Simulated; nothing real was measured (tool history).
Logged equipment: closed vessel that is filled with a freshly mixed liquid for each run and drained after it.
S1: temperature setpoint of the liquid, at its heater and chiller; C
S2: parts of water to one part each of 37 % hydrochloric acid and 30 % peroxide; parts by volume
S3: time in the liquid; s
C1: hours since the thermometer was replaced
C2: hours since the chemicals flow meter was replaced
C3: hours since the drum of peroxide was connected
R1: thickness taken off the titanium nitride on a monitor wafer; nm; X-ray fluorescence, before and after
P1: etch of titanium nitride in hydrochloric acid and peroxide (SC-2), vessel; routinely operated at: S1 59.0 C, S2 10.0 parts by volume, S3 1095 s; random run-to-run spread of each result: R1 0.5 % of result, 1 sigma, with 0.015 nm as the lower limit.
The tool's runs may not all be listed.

| run | day | S1 | S2 | S3 | C1 | C2 | C3 | R1 |
|---|---|---|---|---|---|---|---|---|
| 1 | 0.521 | 59.0 | 10.0 | 1095 | 450.9 | 127.8 | 100.3 | 49.4410 |
| 2 | 0.933 | 43.5 | 10.0 | 1095 | 460.8 | 137.7 | 110.2 | 17.5700 |
| 3 | 1.312 | 59.0 | 10.0 | 1095 | 469.9 | 146.8 | 119.3 | 49.4050 |
| 4 | 1.712 | 51.5 | 10.0 | 350 | 479.5 | 156.4 | 128.9 | 9.6593 |
| 5 | 2.458 | 59.0 | 10.0 | 1095 | 497.4 | 174.3 | 146.8 | 49.6470 |
| 6 | 2.862 | 59.0 | 18.5 | 1095 | 507.1 | 184.0 | 156.5 | 28.7950 |
| 7 | 3.475 | 59.0 | 10.0 | 1635 | 521.8 | 198.7 | 171.2 | 73.2450 |
| 8 | 4.183 | 59.0 | 4.0 | 1095 | 538.8 | 215.7 | 188.2 | 99.1780 |
| 9 | 4.779 | 46.5 | 15.0 | 1095 | 553.1 | 230.0 | 202.5 | 15.2590 |
| 10 | 5.246 | 66.0 | 10.0 | 2125 | 564.3 | 241.2 | 213.7 | 148.7300 |
| 11 | 6.000 | 72.0 | 10.0 | 1095 | 582.4 | 259.3 | 231.8 | 108.3600 |
| 12 | 6.425 | 59.0 | 10.0 | 50 | 592.6 | 269.5 | 242.0 | 2.2250 |
|  | 6.683 | chemicals flow meter replaced |
| 13 | 7.033 | 59.0 | 10.0 | 1095 | 607.2 | 8.4 | 256.6 | 48.9180 |
| 14 | 7.746 | 59.0 | 10.0 | 1095 | 624.3 | 25.5 | 273.7 | 49.5960 |
| 15 | 8.262 | 59.0 | 10.0 | 1095 | 636.7 | 37.9 | 286.1 | 49.0120 |
| 16 | 9.025 | 59.0 | 10.0 | 1095 | 655.0 | 56.2 | 304.4 | 51.5590 |
| 17 | 9.775 | 59.0 | 10.0 | 1095 | 673.0 | 74.2 | 322.4 | 51.8560 |
| 18 | 10.129 | 59.0 | 10.0 | 1095 | 681.5 | 82.7 | 330.9 | 52.9770 |
| 19 | 10.588 | 59.0 | 10.0 | 1095 | 692.5 | 93.7 | 341.9 | 53.3290 |

Estimate the outcome of run 20 from the log above:
| 20 | 11.342 | 59.0 | 10.0 | 1095 | 710.6 | 111.8 | 360.0 | ? |

Run 20 yielded R1 52.8730 nm.
